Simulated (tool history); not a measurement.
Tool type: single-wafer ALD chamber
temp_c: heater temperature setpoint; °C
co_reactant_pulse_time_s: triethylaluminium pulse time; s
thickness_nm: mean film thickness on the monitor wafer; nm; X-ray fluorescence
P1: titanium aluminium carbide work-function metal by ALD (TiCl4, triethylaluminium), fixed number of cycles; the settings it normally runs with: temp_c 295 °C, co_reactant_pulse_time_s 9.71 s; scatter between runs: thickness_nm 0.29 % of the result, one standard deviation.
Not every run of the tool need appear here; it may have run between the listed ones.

run   hour  temp_c  co_reactant_pulse_time_s  thickness_nm
  1    5.3     295                      9.71        1.9690
  2   12.1     278                      7.19        1.7393
  3   18.5     295                     15.37        2.0400
  4   24.2     295                      9.71        1.9617
  5   28.3     295                      9.71        1.9732
  6   35.4     272                      9.71        1.7756
      38.8  -- thermocouple changed; heater temperature recalibrated
  7   43.5     281                      3.78        1.3947
  8   48.1     295                      9.71        1.9663
  9   55.5     295                      4.60        1.6241
 10   61.1     295                      9.71        1.9729
 11   65.0     295                      9.71        1.9529
 12   70.6     308                      9.71        2.0670
      73.0  -- triethylaluminium bottle replaced
 13   76.1     284                     15.55        1.9341
 14   81.4     295                      9.71        1.9586
 15   87.0     295                      9.71        1.9625
 16   95.4     295                      9.71        1.9595
 17  101.0     295                      9.71        1.9463

The next listed run, before its measurement:
 18  104.8     295                      9.71             ?

thickness_nm: 1.9537 nm

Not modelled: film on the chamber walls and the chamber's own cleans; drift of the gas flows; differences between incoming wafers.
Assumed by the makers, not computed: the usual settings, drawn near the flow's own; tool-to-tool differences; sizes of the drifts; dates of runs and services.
